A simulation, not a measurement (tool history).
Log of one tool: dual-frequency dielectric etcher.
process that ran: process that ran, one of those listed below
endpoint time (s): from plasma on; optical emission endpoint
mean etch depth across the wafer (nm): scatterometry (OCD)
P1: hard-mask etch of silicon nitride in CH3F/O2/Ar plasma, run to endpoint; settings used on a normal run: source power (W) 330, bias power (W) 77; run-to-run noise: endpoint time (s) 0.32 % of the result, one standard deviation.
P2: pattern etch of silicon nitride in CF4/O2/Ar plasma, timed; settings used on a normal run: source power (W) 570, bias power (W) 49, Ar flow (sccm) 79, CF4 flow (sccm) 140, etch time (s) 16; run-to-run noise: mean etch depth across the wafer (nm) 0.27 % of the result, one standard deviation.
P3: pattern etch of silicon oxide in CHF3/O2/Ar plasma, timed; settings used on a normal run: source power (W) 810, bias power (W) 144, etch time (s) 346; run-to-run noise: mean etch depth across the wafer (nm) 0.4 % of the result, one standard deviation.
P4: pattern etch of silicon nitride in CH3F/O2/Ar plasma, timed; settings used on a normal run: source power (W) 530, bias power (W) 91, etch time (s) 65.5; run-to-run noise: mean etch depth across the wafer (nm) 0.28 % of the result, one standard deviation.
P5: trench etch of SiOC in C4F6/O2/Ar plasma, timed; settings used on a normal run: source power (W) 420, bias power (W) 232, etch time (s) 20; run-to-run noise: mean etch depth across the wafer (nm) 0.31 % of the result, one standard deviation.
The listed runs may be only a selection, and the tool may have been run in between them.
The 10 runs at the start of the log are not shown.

run   hour  process that ran  source power (W)  bias power (W)  etch time (s)  Ar flow (sccm)  CF4 flow (sccm)  hours since the last wet clean  hours since the last source power generator calibration  hours since the last bias power generator calibration  endpoint time (s)  mean etch depth across the wafer (nm)
 11  121.3                P1               330              77                                                                           522.9                                                   2182.1                                                 1102.9             73.803
 12  132.6                P1               330              95                                                                           534.2                                                   2193.4                                                 1114.2             68.744
     134.4  -- wet clean of the chamber
 13  143.8                P2               570              62             16              79              140                             9.5                                                   2204.6                                                 1125.4                                                    38.558
 14  157.8                P1               280              62                                                                            23.5                                                   2218.6                                                 1139.4             84.691
 15  169.3                P2               400              49             16              79              140                              35                                                   2230.1                                                 1150.9                                                    25.943
 16  178.1                P3               810             144            258                                                             43.8                                                   2238.9                                                 1159.7                                                    527.72
 17  190.3                P3               810             144            346                                                               56                                                   2251.1                                                 1171.9                                                    704.72
 18  204.3                P1               410              77                                                                              70                                                   2265.1                                                 1185.9              67.94
 19  215.3                P5               420             232           25.5                                                               81                                                   2276.1                                                 1196.9                                                    58.442
 20  227.2                P2               570              49             16              79              140                            92.9                                                     2288                                                 1208.8                                                    35.466
 21    236                P1               330              51                                                                           101.7                                                   2296.8                                                 1217.6              85.22
 22  242.3                P4               340              91           65.5                                                              108                                                   2303.1                                                 1223.9                                                    46.384
 23  249.1                P2               570              49             16              79              188                           114.8                                                   2309.9                                                 1230.7                                                    36.255
 24  262.1                P5               290             232             20                                                            127.8                                                   2322.9                                                 1243.7                                                    39.875
 25  276.4                P4               530             127           65.5                                                            142.1                                                   2337.2                                                   1258                                                    61.744
     280.2  -- bias power generator calibrated
 26  285.8                P1               330              77                                                                           151.5                                                   2346.6                                                    5.7             73.946
 27  293.9                P2               570              49           10.5              79              140                           159.6                                                   2354.7                                                   13.8                                                    23.268
 28  304.3                P5               420             232             20                                                              170                                                   2365.1                                                   24.2                                                    45.801

Run 29 is up next; what results do you expect?
 29  315.7                P1               330              77                                                                           181.4                                                   2376.5                                                   35.6                  ?

endpoint time (s): 73.912
